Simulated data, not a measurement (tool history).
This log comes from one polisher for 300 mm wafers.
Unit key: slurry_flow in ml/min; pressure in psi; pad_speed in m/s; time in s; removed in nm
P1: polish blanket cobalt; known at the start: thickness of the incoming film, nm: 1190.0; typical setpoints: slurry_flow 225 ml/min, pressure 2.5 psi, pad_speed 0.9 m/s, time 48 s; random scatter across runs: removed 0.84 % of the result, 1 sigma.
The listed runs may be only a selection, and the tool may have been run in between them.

| run | hour | slurry_flow | pressure | pad_speed | time | wafers polished on this pad | hours since the slurry nozzle was cleaned | hours since the head pressure was calibrated | removed |
|---|---|---|---|---|---|---|---|---|---|
| 1 | 8 | 225 | 2.5 | 0.9 | 48 | 330 | 163.8 | 590.1 | 314.34 |
| 2 | 14.8 | 135 | 2.5 | 0.9 | 48 | 398 | 170.6 | 596.9 | 290.25 |
| 3 | 23.2 | 225 | 1.2 | 1.24 | 48 | 483 | 179 | 605.3 | 207.84 |
| 4 | 30.9 | 225 | 2.5 | 0.9 | 48 | 560 | 186.7 | 613 | 314.11 |
| 5 | 38.2 | 225 | 2.5 | 0.9 | 74 | 633 | 194 | 620.3 | 480.34 |
| 6 | 46.4 | 225 | 2.5 | 0.9 | 48 | 716 | 202.2 | 628.5 | 313.58 |
| 7 | 52.8 | 175 | 1.4 | 0.9 | 48 | 780 | 208.6 | 634.9 | 167.01 |
| 8 | 59.2 | 225 | 2.5 | 0.9 | 48 | 844 | 215 | 641.3 | 314.96 |
| 9 | 65.7 | 225 | 1.1 | 0.9 | 48 | 910 | 221.5 | 647.8 | 138.74 |
| 10 | 77.9 | 225 | 2.5 | 1.26 | 48 | 1032 | 233.7 | 660 | 432.71 |
| 11 | 88.2 | 225 | 2.5 | 0.9 | 23 | 1136 | 244 | 670.3 | 149.1 |
| 12 | 100.2 | 330 | 2.5 | 0.9 | 48 | 1256 | 256 | 682.3 | 322.71 |
| 13 | 109.8 | 350 | 2.5 | 0.9 | 62 | 1353 | 265.6 | 691.9 | 424.28 |
| 14 | 116.9 | 225 | 2.5 | 0.56 | 48 | 1424 | 272.7 | 699 | 195.97 |
| 15 | 126 | 225 | 2.5 | 0.9 | 48 | 1516 | 281.8 | 708.1 | 312.61 |
| 16 | 133.5 | 225 | 3.4 | 0.9 | 48 | 1591 | 289.3 | 715.6 | 423.08 |
| 17 | 139.2 | 225 | 2.5 | 0.9 | 48 | 1648 | 295 | 721.3 | 315.47 |
| 18 | 145.9 | 225 | 2.5 | 0.9 | 48 | 1716 | 301.7 | 728 | 308.92 |
| 19 | 155 | 225 | 2.5 | 0.9 | 48 | 1807 | 310.8 | 737.1 | 298.39 |
|  | 160.1 | head pressure recalibrated |
| 20 | 163.7 | 225 | 2.5 | 0.9 | 48 | 1894 | 319.5 | 3.6 | 299.84 |
| 21 | 173.5 | 225 | 2.5 | 0.9 | 48 | 1993 | 329.3 | 13.4 | 299.09 |
| 22 | 181.5 | 225 | 2.5 | 0.9 | 48 | 2073 | 337.3 | 21.4 | 295.3 |
| 23 | 191.4 | 225 | 2.5 | 0.9 | 48 | 2173 | 347.2 | 31.3 | 293.2 |

Compared with where it was, what P1 gives has crept away. Each cause listed below fits the log as well as the rest, at the size given for it:
A: slurry flow missing at the pad, % = 35.2
B: removal rate lost through wear of the pad, % = 6.08
At approximately hour 139.2, the process output began to creep.
Why every other cause is out:
head's pressure below its setpoint, %: its service at hour 160.1 followed the start of the drift and did not put the process back to its old value

The 4 check runs listed below each average the results of 3 wafers, and their outcomes are marked with question marks. Under which run would the listed causes produce clearly different results?
| check 1 | 201.3 | 225 | 1.2 | 0.9 | 70 |  |  |  | ? |
| check 2 | 201.3 | 225 | 2.5 | 0.9 | 64 |  |  |  | ? |
| check 3 | 201.3 | 135 | 2.5 | 0.9 | 48 |  |  |  | ? |
| check 4 | 201.3 | 225 | 3.1 | 0.9 | 48 |  |  |  | ? |

What every check run would give for each of its results, assuming each possible cause in turn:
| check | result | if A | if B |
|---|---|---|---|
| check 1 | removed | 206 | 206.03 |
| check 2 | removed | 392.39 | 392.44 |
| check 3 | removed | 262.51 | 272.55 |
| check 4 | removed | 364.92 | 364.97 |
Smallest distance between any two causes, each pair judged by its most separating result, in per cent: check 1 0.01 %; check 2 0.01 %; check 3 3.75 %; check 4 0.01 %
Only check 3 tells the causes apart: in the others they would give nearly the same result.

Check 3 has now been run. It gave: removed 260.2 nm. Which of the candidate causes is it?

The cause is A: slurry flow missing at the pad, %.

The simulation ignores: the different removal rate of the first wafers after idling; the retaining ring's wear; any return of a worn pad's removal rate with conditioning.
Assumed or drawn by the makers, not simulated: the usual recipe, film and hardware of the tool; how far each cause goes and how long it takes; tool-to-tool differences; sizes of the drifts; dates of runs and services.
